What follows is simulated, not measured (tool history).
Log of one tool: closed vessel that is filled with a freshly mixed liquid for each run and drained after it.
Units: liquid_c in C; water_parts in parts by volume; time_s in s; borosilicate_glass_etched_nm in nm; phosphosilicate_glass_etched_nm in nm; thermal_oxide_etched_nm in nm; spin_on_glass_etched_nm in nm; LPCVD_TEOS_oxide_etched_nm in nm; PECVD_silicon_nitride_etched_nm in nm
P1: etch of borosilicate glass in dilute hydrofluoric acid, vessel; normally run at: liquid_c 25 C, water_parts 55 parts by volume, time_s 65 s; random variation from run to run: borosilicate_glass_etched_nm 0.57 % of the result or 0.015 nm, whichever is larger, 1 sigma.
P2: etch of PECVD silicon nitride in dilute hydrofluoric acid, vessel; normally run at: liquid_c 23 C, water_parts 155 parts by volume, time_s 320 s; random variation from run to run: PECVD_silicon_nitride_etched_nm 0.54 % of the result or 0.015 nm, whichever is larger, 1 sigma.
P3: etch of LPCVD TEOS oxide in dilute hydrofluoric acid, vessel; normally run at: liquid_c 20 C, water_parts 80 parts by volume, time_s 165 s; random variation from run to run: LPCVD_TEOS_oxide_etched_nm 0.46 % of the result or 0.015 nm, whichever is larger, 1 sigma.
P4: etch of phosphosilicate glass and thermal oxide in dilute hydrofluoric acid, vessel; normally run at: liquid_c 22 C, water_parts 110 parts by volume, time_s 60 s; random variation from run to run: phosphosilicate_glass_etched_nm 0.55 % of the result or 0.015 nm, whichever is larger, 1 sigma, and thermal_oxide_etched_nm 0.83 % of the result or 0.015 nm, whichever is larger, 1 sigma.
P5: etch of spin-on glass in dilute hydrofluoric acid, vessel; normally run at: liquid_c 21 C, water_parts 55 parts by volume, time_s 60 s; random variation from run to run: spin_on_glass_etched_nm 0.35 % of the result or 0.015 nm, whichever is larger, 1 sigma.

run,day,process,liquid_c,water_parts,time_s,hours since the thermometer was replaced,hours since the hydrofluoric acid flow meter was replaced,borosilicate_glass_etched_nm,phosphosilicate_glass_etched_nm,thermal_oxide_etched_nm,spin_on_glass_etched_nm,LPCVD_TEOS_oxide_etched_nm,PECVD_silicon_nitride_etched_nm
1,0.412,P1,25,55,65,1828.6,229.4,40.905,,,,,
2,0.733,P4,22,110,30,1836.3,237.1,,36.168,1.2582,,,
3,1.054,P5,21,55,30,1844,244.8,,,,22.181,,
4,1.271,P4,22,110,60,1849.2,250,,72.479,2.5044,,,
5,1.525,P3,17,80,165,1855.3,256.1,,,,,27.512,
6,1.742,P1,18.5,55,65,1860.5,261.3,31.565,,,,,
7,2.004,P1,25,55,65,1866.8,267.6,41.069,,,,,
8,2.217,P1,25,55,115,1871.9,272.7,72.699,,,,,
9,2.575,P1,25,55,65,1880.5,281.3,41.171,,,,,
10,2.979,P1,25,55,65,1890.2,291,40.799,,,,,
11,3.388,P1,30.5,55,30,1900,300.8,23.518,,,,,
12,3.829,P1,25,55,30,1910.6,311.4,19.009,,,,,
13,4.108,P1,31.5,55,30,1917.3,318.1,24.387,,,,,
14,4.362,P3,20,120,165,1923.4,324.2,,,,,19.947,
15,4.625,P5,21,55,60,1929.7,330.5,,,,44.525,,
16,4.858,P3,20,80,165,1935.3,336.1,,,,,31.52,
17,5.104,P5,21,95,60,1941.2,342,,,,24.385,,
18,5.358,P3,20,80,320,1947.3,348.1,,,,,60.874,
19,5.571,P5,21,55,60,1952.4,353.2,,,,44.211,,
20,5.938,P2,23,290,320,1961.2,362,,,,,,3.4017
21,6.383,P1,25,25,65,1971.9,372.7,93.216,,,,,
22,6.633,P1,25,55,65,1977.9,378.7,41.01,,,,,
23,7.075,P1,29.5,55,65,1988.5,389.3,49.078,,,,,
24,7.404,P1,25,85,65,1996.4,397.2,25.611,,,,,
25,7.604,P1,25,55,65,2001.2,402,41.116,,,,,
26,7.954,P2,27.5,155,320,2009.6,410.4,,,,,,8.5567
27,8.375,P4,22,195,60,2019.7,420.5,,37.059,1.3076,,,
28,8.758,P4,26.5,110,60,2028.9,429.7,,86.43,3.0113,,,
29,9.146,P2,23,155,30,2038.2,439,,,,,,0.60964
30,9.346,P2,23,155,320,2043,443.8,,,,,,6.3119
31,9.621,P5,25.5,55,60,2049.6,450.4,,,,53.329,,
32,9.908,P4,22,110,60,2056.5,457.3,,71.598,2.5156,,,
33,10.283,P1,25,55,65,2065.5,466.3,41.394,,,,,
34,10.7,P1,25,55,65,2075.5,476.3,42.667,,,,,
35,10.929,P1,25,55,65,2081,481.8,43.318,,,,,
36,11.329,P1,25,55,65,2090.6,491.4,43.813,,,,,
37,11.546,P1,25,55,65,2095.8,496.6,43.994,,,,,
38,11.992,P1,25,55,65,2106.5,507.3,44.085,,,,,
39,12.358,P1,25,55,65,2115.3,516.1,43.944,,,,,
40,12.679,P1,25,55,65,2123,523.8,44.531,,,,,

Forecast run 41:
41,12.879,P1,25,55,65,2127.8,528.6,?,,,,,

{"run 41": {"borosilicate_glass_etched_nm": 44.671}}
